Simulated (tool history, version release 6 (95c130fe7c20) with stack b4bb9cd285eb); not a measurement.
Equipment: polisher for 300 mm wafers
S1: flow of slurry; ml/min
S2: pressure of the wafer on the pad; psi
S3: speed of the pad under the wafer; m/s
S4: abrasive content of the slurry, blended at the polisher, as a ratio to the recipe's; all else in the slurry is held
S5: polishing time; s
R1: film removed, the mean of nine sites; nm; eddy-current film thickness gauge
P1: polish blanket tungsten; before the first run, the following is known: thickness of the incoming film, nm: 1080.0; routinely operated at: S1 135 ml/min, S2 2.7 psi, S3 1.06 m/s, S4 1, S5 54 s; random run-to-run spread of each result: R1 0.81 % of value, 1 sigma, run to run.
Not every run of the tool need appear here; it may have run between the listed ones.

run   hour   S1   S2    S3    S4  S5      R1
  1    5.4  135  2.7  1.06     1  54  192.98
  2   11.6  135  2.7  1.06  0.55  54  168.03
  3   18.5  135  2.7  1.06     1  54  191.22
  4   27.1  135  2.7  1.06   1.3  54  205.09
  5   37.4  135  2.7  1.06     1  54  191.36
  6   46.7  175  2.7  1.06     1  54  200.32
  7   51.4  135  2.7  1.06     1  54  191.11
  8   60.4  135  2.7  0.56     1  54  102.08
      67.2  -- head pressure recalibrated
  9   67.9  135  4.2  1.06     1  54  299.42
 10   76.5  135  2.7  1.06     1  54  192.08
 11   86.5  135  2.7  0.64     1  26   56.93
 12   93.1  135  2.7  1.06     1  24  85.343
 13   97.8  105  1.8  1.06     1  54  120.65
 14  105.2  135  4.1  1.06   0.7  54  267.32
 15  114.4  135  1.5  1.06     1  54  106.35
 16  122.4  135  2.7  1.06     1  86  306.18
 17  127.2  135  2.7  1.68     1  54  306.46
 18  133.5   80  2.7  1.06     1  54  168.29
 19  142.9  135  2.7  1.06     1  54  190.56
 20  151.1  135  2.7  1.06     1  54  186.78
 21  159.3  135  2.7  1.06     1  54  179.96
     163.8  -- head pressure recalibrated
     167.5  -- worn pad replaced by a new one
 22  168.9  135  2.7  1.06     1  54  174.63
     173.5  -- slurry tank refilled with fresh slurry and peroxide
 23  175.4  135  2.7  1.06     1  54  174.71
 24  180.7  135  2.7  1.06     1  54  175.08

What will run 25 give?
 25  186.7  135  2.7  1.06   1  54   ?

R1: 176.45 nm

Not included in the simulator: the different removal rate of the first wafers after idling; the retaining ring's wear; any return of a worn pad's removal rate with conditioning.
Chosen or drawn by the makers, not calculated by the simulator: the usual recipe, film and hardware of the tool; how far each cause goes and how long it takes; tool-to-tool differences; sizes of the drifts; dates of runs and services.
